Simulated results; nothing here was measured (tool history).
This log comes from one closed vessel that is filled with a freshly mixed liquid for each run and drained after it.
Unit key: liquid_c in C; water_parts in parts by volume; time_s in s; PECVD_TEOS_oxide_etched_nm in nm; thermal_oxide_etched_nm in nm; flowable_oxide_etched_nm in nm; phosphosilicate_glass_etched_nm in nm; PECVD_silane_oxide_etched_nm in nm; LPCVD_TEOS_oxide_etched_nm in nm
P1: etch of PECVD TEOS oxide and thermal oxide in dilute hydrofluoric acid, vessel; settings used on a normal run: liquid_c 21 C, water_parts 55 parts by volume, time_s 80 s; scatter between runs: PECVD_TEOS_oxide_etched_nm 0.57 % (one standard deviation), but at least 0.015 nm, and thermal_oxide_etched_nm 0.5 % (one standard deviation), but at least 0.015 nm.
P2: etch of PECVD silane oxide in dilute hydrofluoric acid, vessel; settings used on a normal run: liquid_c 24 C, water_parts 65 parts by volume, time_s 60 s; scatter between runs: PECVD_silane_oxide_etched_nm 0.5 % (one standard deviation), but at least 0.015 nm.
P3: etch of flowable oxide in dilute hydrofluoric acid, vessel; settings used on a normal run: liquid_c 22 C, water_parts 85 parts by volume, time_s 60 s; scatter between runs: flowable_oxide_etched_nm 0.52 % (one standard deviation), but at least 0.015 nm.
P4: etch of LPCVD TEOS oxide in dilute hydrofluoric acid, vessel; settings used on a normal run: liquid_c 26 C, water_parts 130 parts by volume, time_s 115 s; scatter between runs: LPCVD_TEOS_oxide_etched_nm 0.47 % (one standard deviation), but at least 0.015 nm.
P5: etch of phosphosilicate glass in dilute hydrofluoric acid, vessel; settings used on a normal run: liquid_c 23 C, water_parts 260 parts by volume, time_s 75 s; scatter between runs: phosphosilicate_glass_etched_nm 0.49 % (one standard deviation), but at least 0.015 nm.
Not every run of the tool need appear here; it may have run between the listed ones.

run,hour,process,liquid_c,water_parts,time_s,hours since the thermometer was replaced,hours since the hydrofluoric acid flow meter was replaced,PECVD_TEOS_oxide_etched_nm,thermal_oxide_etched_nm,flowable_oxide_etched_nm,phosphosilicate_glass_etched_nm,PECVD_silane_oxide_etched_nm,LPCVD_TEOS_oxide_etched_nm
1,7.3,P1,21,55,80,2057.4,298.5,26.414,6.2735,,,,
2,20,P1,21,20,115,2070.1,311.2,110.61,26.163,,,,
3,26.3,P1,21,55,80,2076.4,317.5,26.833,6.2882,,,,
4,38.1,P3,17,85,60,2088.2,329.3,,,17.98,,,
5,51.2,P5,30.5,260,75,2101.3,342.4,,,,36.106,,
6,58.4,P1,21,55,80,2108.5,349.6,26.873,6.2885,,,,
7,68.2,P2,24,105,60,2118.3,359.4,,,,,16.056,
8,78.9,P1,21,55,80,2129,370.1,26.508,6.2945,,,,
9,91.3,P3,22,85,60,2141.4,382.5,,,22.204,,,
10,100.5,P4,26,130,215,2150.6,391.7,,,,,,34.258
11,110,P1,25,55,80,2160.1,401.2,31.587,7.5329,,,,
12,123,P4,26,55,115,2173.1,414.2,,,,,,48.092
13,131,P4,26,130,115,2181.1,422.2,,,,,,18.612
14,143.7,P1,21,55,145,2193.8,434.9,48.44,11.369,,,,
15,155.3,P3,22,150,60,2205.4,446.5,,,11.624,,,
16,164,P1,21,55,30,2214.1,455.2,10.013,2.3637,,,,
17,173.9,P3,22,85,60,2224,465.1,,,22.076,,,
18,180.1,P2,24,65,60,2230.2,471.3,,,,,27.63,
19,188,P5,23,410,75,2238.1,479.2,,,,15.49,,
20,194.5,P1,21,75,80,2244.6,485.7,19.212,4.5135,,,,
21,202.6,P5,23,260,75,2252.7,493.8,,,,27.884,,
22,209.4,P1,17,55,80,2259.5,500.6,22.585,5.3444,,,,
23,219.1,P2,30.5,65,60,2269.2,510.3,,,,,35.783,
24,228.2,P5,23,260,30,2278.3,519.4,,,,11.168,,
25,236.6,P2,24,65,35,2286.7,527.8,,,,,16.082,
26,247.9,P1,21,55,80,2298,539.1,26.748,6.2881,,,,
27,253.9,P1,21,20,80,2304,545.1,76.499,18.135,,,,
28,263.1,P2,24,65,60,2313.2,554.3,,,,,27.444,
29,275.2,P3,22,85,30,2325.3,566.4,,,11.014,,,
30,286.3,P1,21,55,80,2336.4,577.5,26.716,6.305,,,,
31,299.2,P4,26,130,115,2349.3,590.4,,,,,,18.472
32,307.7,P1,17,55,30,2357.8,598.9,8.4705,2.0235,,,,
33,315.8,P4,18.5,130,115,2365.9,607,,,,,,13.691
34,322.7,P1,21,55,80,2372.8,613.9,26.611,6.2864,,,,
35,330.4,P1,21,55,80,2380.5,621.6,25.999,6.0481,,,,
36,339.3,P1,21,55,80,2389.4,630.5,25.374,5.9246,,,,
37,349.2,P1,21,55,80,2399.3,640.4,24.875,5.8544,,,,
38,354.9,P1,21,55,80,2405,646.1,24.704,5.879,,,,
39,362.7,P1,21,55,80,2412.8,653.9,24.842,5.8415,,,,
40,374,P1,21,55,80,2424.1,665.2,24.614,5.8104,,,,

Compared with where it was, what P1 gives has crept away. Each cause listed below fits the log as well as the rest, at the size given for it:
A: liquid colder than its thermometer reads (K) = 1.92
B: hydrofluoric acid flow below the setpoint (%) = 7.28
The gradual shift began around hour 322.7.

Of the 4 check runs listed below, each run on one wafer and each result written as a question mark, which would let you distinguish the listed causes because they would give clearly different results?
check 1,385.3,P2,30,65,60,,,,,,,?,
check 2,385.3,P3,22,85,30,,,,,?,,,
check 3,385.3,P4,26,80,115,,,,,,,,?
check 4,385.3,P5,28,335,75,,,,,,?,,

How each check would come out, cause by cause:
check,result,if A,if B
check 1,PECVD_silane_oxide_etched_nm,32.406,32.14
check 2,flowable_oxide_etched_nm,10.245,10.198
check 3,LPCVD_TEOS_oxide_etched_nm,29.529,29.312
check 4,phosphosilicate_glass_etched_nm,22.39,21.527
Per check, the gap between the least separated pair of causes, taken in the result that splits them most: check 1 0.83 %; check 2 0.46 %; check 3 0.74 %; check 4 3.93 %
Check 4 tells the causes apart: in the others they would give nearly the same result.

The results of check 4 are: phosphosilicate_glass_etched_nm 21.431 nm. Based on these, which of the listed causes is it?

It was cause B: hydrofluoric acid flow below the setpoint (%).
